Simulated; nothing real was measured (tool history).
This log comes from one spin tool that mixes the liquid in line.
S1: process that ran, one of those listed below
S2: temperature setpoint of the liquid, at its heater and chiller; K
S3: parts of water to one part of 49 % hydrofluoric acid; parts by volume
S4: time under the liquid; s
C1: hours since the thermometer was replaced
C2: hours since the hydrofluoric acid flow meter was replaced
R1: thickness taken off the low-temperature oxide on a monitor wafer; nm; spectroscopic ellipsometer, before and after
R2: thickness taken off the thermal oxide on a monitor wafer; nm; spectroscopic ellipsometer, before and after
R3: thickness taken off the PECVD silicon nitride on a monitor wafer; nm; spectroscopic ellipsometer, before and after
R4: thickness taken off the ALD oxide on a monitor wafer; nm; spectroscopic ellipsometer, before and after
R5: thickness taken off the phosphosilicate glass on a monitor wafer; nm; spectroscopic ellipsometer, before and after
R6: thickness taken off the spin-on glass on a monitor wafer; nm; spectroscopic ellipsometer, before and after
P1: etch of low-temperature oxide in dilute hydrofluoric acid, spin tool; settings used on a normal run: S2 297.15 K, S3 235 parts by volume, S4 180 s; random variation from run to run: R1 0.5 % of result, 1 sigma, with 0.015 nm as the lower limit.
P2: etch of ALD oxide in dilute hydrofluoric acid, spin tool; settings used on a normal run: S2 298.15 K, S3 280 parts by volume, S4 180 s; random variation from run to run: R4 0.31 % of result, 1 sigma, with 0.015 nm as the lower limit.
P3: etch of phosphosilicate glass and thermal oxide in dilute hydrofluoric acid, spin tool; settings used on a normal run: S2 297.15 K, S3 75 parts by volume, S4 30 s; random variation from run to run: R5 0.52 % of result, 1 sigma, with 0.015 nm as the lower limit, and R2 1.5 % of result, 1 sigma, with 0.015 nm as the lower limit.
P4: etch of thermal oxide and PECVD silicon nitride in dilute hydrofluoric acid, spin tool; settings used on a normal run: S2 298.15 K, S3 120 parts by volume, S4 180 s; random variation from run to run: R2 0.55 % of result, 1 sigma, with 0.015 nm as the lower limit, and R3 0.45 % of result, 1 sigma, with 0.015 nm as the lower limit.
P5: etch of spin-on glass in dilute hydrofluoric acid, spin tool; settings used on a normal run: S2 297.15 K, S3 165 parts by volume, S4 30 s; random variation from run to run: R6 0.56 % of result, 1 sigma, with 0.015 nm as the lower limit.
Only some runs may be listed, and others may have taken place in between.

{"run": 1, "hour": 9.2, "S1": "P1", "S2": 297.15, "S3": 235, "S4": 180, "C1": 887.5, "C2": 63.1, "R1": 11.976}
{"run": 2, "hour": 20.0, "S1": "P4", "S2": 303.65, "S3": 120, "S4": 180, "C1": 898.3, "C2": 73.9, "R2": 9.1852, "R3": 7.7979}
{"run": 3, "hour": 32.6, "S1": "P2", "S2": 306.15, "S3": 280, "S4": 180, "C1": 910.9, "C2": 86.5, "R4": 17.686}
{"run": 4, "hour": 42.1, "S1": "P2", "S2": 298.15, "S3": 280, "S4": 180, "C1": 920.4, "C2": 96, "R4": 13.617}
{"run": 5, "hour": 52.8, "S1": "P1", "S2": 297.15, "S3": 235, "S4": 180, "C1": 931.1, "C2": 106.7, "R1": 11.999}
{"run": 6, "hour": 64.1, "S1": "P1", "S2": 297.15, "S3": 235, "S4": 320, "C1": 942.4, "C2": 118, "R1": 21.397}
{"hour": 70.9, "done": "thermometer replaced"}
{"run": 7, "hour": 71.3, "S1": "P1", "S2": 297.15, "S3": 95, "S4": 180, "C1": 0.5, "C2": 125.2, "R1": 34.657}
{"run": 8, "hour": 81.1, "S1": "P3", "S2": 297.15, "S3": 75, "S4": 15, "C1": 10.3, "C2": 135, "R2": 0.9096, "R5": 17.337}
{"run": 9, "hour": 92.4, "S1": "P1", "S2": 297.15, "S3": 235, "S4": 180, "C1": 21.6, "C2": 146.3, "R1": 12.032}
{"run": 10, "hour": 102.2, "S1": "P2", "S2": 298.15, "S3": 280, "S4": 180, "C1": 31.4, "C2": 156.1, "R4": 13.577}
{"run": 11, "hour": 115.2, "S1": "P1", "S2": 297.15, "S3": 235, "S4": 180, "C1": 44.4, "C2": 169.1, "R1": 11.917}
{"run": 12, "hour": 122.0, "S1": "P4", "S2": 298.15, "S3": 120, "S4": 345, "C1": 51.2, "C2": 175.9, "R2": 14.472, "R3": 10.68}
{"run": 13, "hour": 130.4, "S1": "P5", "S2": 292.65, "S3": 165, "S4": 30, "C1": 59.6, "C2": 184.3, "R6": 7.6653}
{"run": 14, "hour": 143.8, "S1": "P5", "S2": 297.15, "S3": 240, "S4": 30, "C1": 73, "C2": 197.7, "R6": 5.7247}
{"run": 15, "hour": 155.8, "S1": "P1", "S2": 297.15, "S3": 235, "S4": 35, "C1": 85, "C2": 209.7, "R1": 2.3661}
{"run": 16, "hour": 169.4, "S1": "P3", "S2": 297.15, "S3": 125, "S4": 30, "C1": 98.6, "C2": 223.3, "R2": 1.0104, "R5": 19.502}
{"run": 17, "hour": 181.8, "S1": "P2", "S2": 298.15, "S3": 280, "S4": 80, "C1": 111, "C2": 235.7, "R4": 6.0212}
{"run": 18, "hour": 190.9, "S1": "P1", "S2": 297.15, "S3": 380, "S4": 180, "C1": 120.1, "C2": 244.8, "R1": 6.5046}
{"run": 19, "hour": 202.4, "S1": "P3", "S2": 301.65, "S3": 75, "S4": 30, "C1": 131.6, "C2": 256.3, "R2": 2.1908, "R5": 41.899}
{"run": 20, "hour": 213.6, "S1": "P5", "S2": 297.15, "S3": 165, "S4": 30, "C1": 142.8, "C2": 267.5, "R6": 9.1027}
{"run": 21, "hour": 222.4, "S1": "P1", "S2": 303.15, "S3": 235, "S4": 180, "C1": 151.6, "C2": 276.3, "R1": 14.723}
{"run": 22, "hour": 234.4, "S1": "P2", "S2": 298.15, "S3": 85, "S4": 180, "C1": 163.6, "C2": 288.3, "R4": 56.016}
{"run": 23, "hour": 246.0, "S1": "P1", "S2": 297.15, "S3": 235, "S4": 180, "C1": 175.2, "C2": 299.9, "R1": 12.112}
{"run": 24, "hour": 257.0, "S1": "P4", "S2": 298.15, "S3": 120, "S4": 180, "C1": 186.2, "C2": 310.9, "R2": 7.4828, "R3": 5.5593}
{"hour": 261.6, "done": "hydrofluoric acid flow meter replaced"}
{"run": 25, "hour": 269.0, "S1": "P1", "S2": 305.15, "S3": 420, "S4": 180, "C1": 198.2, "C2": 7.5, "R1": 7.2419}
{"run": 26, "hour": 283.2, "S1": "P3", "S2": 297.15, "S3": 75, "S4": 30, "C1": 212.4, "C2": 21.7, "R2": 1.8746, "R5": 34.742}
{"run": 27, "hour": 293.2, "S1": "P1", "S2": 297.15, "S3": 235, "S4": 180, "C1": 222.4, "C2": 31.7, "R1": 12.013}
{"run": 28, "hour": 304.8, "S1": "P4", "S2": 298.15, "S3": 25, "S4": 180, "C1": 234, "C2": 43.3, "R2": 40.633, "R3": 26.02}
{"run": 29, "hour": 314.0, "S1": "P4", "S2": 298.15, "S3": 120, "S4": 180, "C1": 243.2, "C2": 52.5, "R2": 7.3916, "R3": 5.5423}
{"run": 30, "hour": 323.3, "S1": "P1", "S2": 291.65, "S3": 235, "S4": 180, "C1": 252.5, "C2": 61.8, "R1": 9.8333}
{"run": 31, "hour": 335.9, "S1": "P5", "S2": 297.15, "S3": 165, "S4": 15, "C1": 265.1, "C2": 74.4, "R6": 4.5381}
{"run": 32, "hour": 349.9, "S1": "P1", "S2": 297.15, "S3": 235, "S4": 180, "C1": 279.1, "C2": 88.4, "R1": 12.101}
{"run": 33, "hour": 364.2, "S1": "P1", "S2": 297.15, "S3": 235, "S4": 180, "C1": 293.4, "C2": 102.7, "R1": 11.945}
{"run": 34, "hour": 378.2, "S1": "P1", "S2": 297.15, "S3": 235, "S4": 180, "C1": 307.4, "C2": 116.7, "R1": 12.668}
{"run": 35, "hour": 385.3, "S1": "P1", "S2": 297.15, "S3": 235, "S4": 180, "C1": 314.5, "C2": 123.8, "R1": 12.719}
{"run": 36, "hour": 395.0, "S1": "P1", "S2": 297.15, "S3": 235, "S4": 180, "C1": 324.2, "C2": 133.5, "R1": 12.716}
{"run": 37, "hour": 408.1, "S1": "P1", "S2": 297.15, "S3": 235, "S4": 180, "C1": 337.3, "C2": 146.6, "R1": 12.886}
{"run": 38, "hour": 415.5, "S1": "P1", "S2": 297.15, "S3": 235, "S4": 180, "C1": 344.7, "C2": 154, "R1": 12.904}
{"run": 39, "hour": 423.0, "S1": "P1", "S2": 297.15, "S3": 235, "S4": 180, "C1": 352.2, "C2": 161.5, "R1": 12.873}

The log shows P1 creeping away from where it was. Any of the 2 causes listed here, at the size stated for it, fits the log just as well as the others:
A: liquid hotter than its thermometer reads (K) = 1.93
B: hydrofluoric acid flow above the setpoint (%) = 5.73
Creep in the process output first set in at about hour 364.2.

Question marks stand in for the results of the 4 check runs listed below, each run on one wafer. Under which run would the listed causes show clearly different results?
{"run": "check 1", "hour": 430.5, "S1": "P4", "S2": 302.15, "S3": 120, "S4": 345, "R2": "?", "R3": "?"}
{"run": "check 2", "hour": 430.5, "S1": "P3", "S2": 297.15, "S3": 115, "S4": 20, "R2": "?", "R5": "?"}
{"run": "check 3", "hour": 430.5, "S1": "P2", "S2": 304.15, "S3": 130, "S4": 180, "R4": "?"}
{"run": "check 4", "hour": 430.5, "S1": "P5", "S2": 297.15, "S3": 215, "S4": 30, "R6": "?"}

Predicted outcomes, by check and by cause:
check=check_1 result=R2 if_A=17.924 if_B=17.804
check=check_1 result=R3 if_A=15.48 if_B=14.521
check=check_2 result=R2 if_A=0.81882 if_B=0.80927
check=check_2 result=R5 if_A=15.478 if_B=15.297
check=check_3 result=R4 if_A=46.158 if_B=45.991
check=check_4 result=R6 if_A=7.0565 if_B=7.0441
Smallest distance between any two causes, each pair judged by its most separating result, in per cent: check 1 6.39 %; check 2 1.17 %; check 3 0.36 %; check 4 0.18 %
Of the check runs offered, only check 1 discriminates between the causes; the rest would read about the same regardless of which cause applies.

Check 1 has now been run. It gave: R2 17.893 nm; R3 15.528 nm. Which of the candidate causes is it?

The correct cause is A, namely: liquid hotter than its thermometer reads (K).

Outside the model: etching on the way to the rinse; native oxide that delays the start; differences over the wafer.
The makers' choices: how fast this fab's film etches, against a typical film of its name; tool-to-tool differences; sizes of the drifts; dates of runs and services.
